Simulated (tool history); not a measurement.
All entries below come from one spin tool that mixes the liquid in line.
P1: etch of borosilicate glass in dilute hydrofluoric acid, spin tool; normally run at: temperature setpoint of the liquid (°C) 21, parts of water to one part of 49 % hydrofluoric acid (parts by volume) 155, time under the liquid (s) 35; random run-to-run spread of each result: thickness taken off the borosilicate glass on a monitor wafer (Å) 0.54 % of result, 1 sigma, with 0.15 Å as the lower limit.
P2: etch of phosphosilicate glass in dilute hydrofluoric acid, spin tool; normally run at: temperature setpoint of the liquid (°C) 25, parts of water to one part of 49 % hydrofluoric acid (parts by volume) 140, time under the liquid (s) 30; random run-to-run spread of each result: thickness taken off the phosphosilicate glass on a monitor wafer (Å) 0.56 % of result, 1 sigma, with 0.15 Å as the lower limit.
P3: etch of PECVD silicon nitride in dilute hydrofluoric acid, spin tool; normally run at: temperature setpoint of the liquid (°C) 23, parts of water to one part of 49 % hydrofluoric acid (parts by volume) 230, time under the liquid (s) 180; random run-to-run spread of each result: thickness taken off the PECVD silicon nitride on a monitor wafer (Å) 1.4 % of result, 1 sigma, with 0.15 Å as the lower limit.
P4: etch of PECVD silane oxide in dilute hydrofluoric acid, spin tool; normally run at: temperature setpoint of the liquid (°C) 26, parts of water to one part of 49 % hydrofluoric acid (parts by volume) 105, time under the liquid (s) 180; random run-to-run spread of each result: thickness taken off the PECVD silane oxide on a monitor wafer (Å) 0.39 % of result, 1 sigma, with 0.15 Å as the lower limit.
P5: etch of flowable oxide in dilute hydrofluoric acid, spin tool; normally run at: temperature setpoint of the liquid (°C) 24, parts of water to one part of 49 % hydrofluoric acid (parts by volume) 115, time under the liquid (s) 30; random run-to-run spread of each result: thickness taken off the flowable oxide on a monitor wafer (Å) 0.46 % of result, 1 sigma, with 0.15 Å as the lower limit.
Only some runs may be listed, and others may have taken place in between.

run   hour  process that ran  temperature setpoint of the liquid (°C)  parts of water to one part of 49 % hydrofluoric acid (parts by volume)  time under the liquid (s)  thickness taken off the borosilicate glass on a monitor wafer (Å)  thickness taken off the PECVD silicon nitride on a monitor wafer (Å)  thickness taken off the flowable oxide on a monitor wafer (Å)  thickness taken off the phosphosilicate glass on a monitor wafer (Å)  thickness taken off the PECVD silane oxide on a monitor wafer (Å)
  1   15.7                P1                                       21                                                                     155                         35                                                             61.384
  2   24.5                P1                                       17                                                                     155                         35                                                             52.325
  3   33.6                P3                                       23                                                                     230                         65                                                                                                                                   6.4669
  4   46.4                P1                                       21                                                                     155                         35                                                             61.913
  5   54.7                P3                                       23                                                                     230                        180                                                                                                                                   16.926
  6   71.1                P1                                       21                                                                     155                         20                                                             35.072
  7     80                P1                                     29.5                                                                     155                         35                                                             84.945
  8   94.6                P5                                       24                                                                     115                         65                                                                                                                                                                                                  166.43
  9  108.2                P2                                     21.5                                                                     140                         30                                                                                                                                                                                                                                                                        146.16
 10  121.7                P4                                       26                                                                     105                        180                                                                                                                                                                                                                                                                                                                                            360.8
 11  134.6                P5                                       24                                                                      40                         30                                                                                                                                                                                                  242.93
 12  143.9                P1                                       21                                                                     155                         35                                                             61.587
 13  159.3                P1                                       17                                                                     155                         20                                                             29.782
 14  169.5                P1                                       21                                                                     155                         35                                                             62.619
 15  183.1                P4                                       30                                                                     105                        180                                                                                                                                                                                                                                                                                                                                           421.52
 16  198.5                P3                                       23                                                                     230                        180                                                                                                                                   16.691
 17  207.5                P1                                       21                                                                      80                         20                                                             75.189
 18  217.8                P1                                       21                                                                     155                         35                                                             62.534
 19  233.3                P5                                       32                                                                     115                         30                                                                                                                                                                                                  104.33
 20  247.8                P4                                       26                                                                     105                        325                                                                                                                                                                                                                                                                                                                                           646.34
 21  263.1                P2                                       25                                                                     140                         15                                                                                                                                                                                                                                                                        83.648
 22    278                P1                                       17                                                                     155                         15                                                             22.575
 23  291.7                P2                                       25                                                                     200                         30                                                                                                                                                                                                                                                                        108.78
 24  306.7                P3                                       23                                                                     330                        180                                                                                                                                   12.185
 25  321.7                P1                                       21                                                                      90                         35                                                              115.2
 26  337.6                P1                                       21                                                                     265                         35                                                             32.432
 27  352.5                P2                                       25                                                                     140                         30                                                                                                                                                                                                                                                                         166.6
 28  360.1                P4                                       26                                                                      65                        180                                                                                                                                                                                                                                                                                                                                           617.63
 29  375.1                P1                                       21                                                                     155                         65                                                             116.66
 30  385.2                P3                                       18                                                                     230                        180                                                                                                                                   12.546
 31  392.8                P5                                       24                                                                     115                         30                                                                                                                                                                                                  77.439
 32    402                P1                                       21                                                                     155                         35                                                             61.646
 33  418.7                P1                                       21                                                                     155                         35                                                             60.432
 34    433                P1                                       21                                                                     155                         35                                                             59.147
 35  440.5                P1                                       21                                                                     155                         35                                                             58.419
 36  455.5                P1                                       21                                                                     155                         35                                                             58.277
 37  464.6                P1                                       21                                                                     155                         35                                                             57.996
 38  479.5                P1                                       21                                                                     155                         35                                                             57.228
 39  496.1                P1                                       21                                                                     155                         35                                                             57.929
 40  504.4                P1                                       21                                                                     155                         35                                                             57.555
 41  520.5                P1                                       21                                                                     155                         35                                                             57.573

Something has made what P1 gives creep away from where it was; the 2 causes below, each at its own stated size, fit the log equally well:
A: hydrofluoric acid flow below the setpoint (%) = 6.34
B: liquid colder than its thermometer reads (K) = 1.93
Creep in the process output first set in at about hour 402.

The 4 check runs listed below each average the results of 5 wafers, and their outcomes are marked with question marks. Under which run would the listed causes produce clearly different results?
check 1  536.6                P5                                       24                                                                     115                         30                                                                                                                                                                                                       ?
check 2  536.6                P4                                       26                                                                     105                        180                                                                                                                                                                                                                                                                                                                                                ?
check 3  536.6                P2                                       25                                                                     140                         30                                                                                                                                                                                                                                                                             ?
check 4  536.6                P3                                       23                                                                     230                        180                                                                                                                                        ?

Predicted outcomes, by check and by cause:
  check                                                                result    if A    if B
check 1         thickness taken off the flowable oxide on a monitor wafer (Å)  71.301  71.189
check 2     thickness taken off the PECVD silane oxide on a monitor wafer (Å)  334.71  334.41
check 3  thickness taken off the phosphosilicate glass on a monitor wafer (Å)  154.89  155.26
check 4  thickness taken off the PECVD silicon nitride on a monitor wafer (Å)  16.076  15.163
Per-check spread between the two closest causes, in the result where they differ most: check 1 0.16 %; check 2 0.09 %; check 3 0.24 %; check 4 5.85 %
Check 4 distinguishes between the causes, while the remaining checks would return nearly the same result for all of them.

Check 4 was carried out, with these results: thickness taken off the PECVD silicon nitride on a monitor wafer (Å) 15.253. Which of the listed causes is responsible?

B is the cause: liquid colder than its thermometer reads (K).
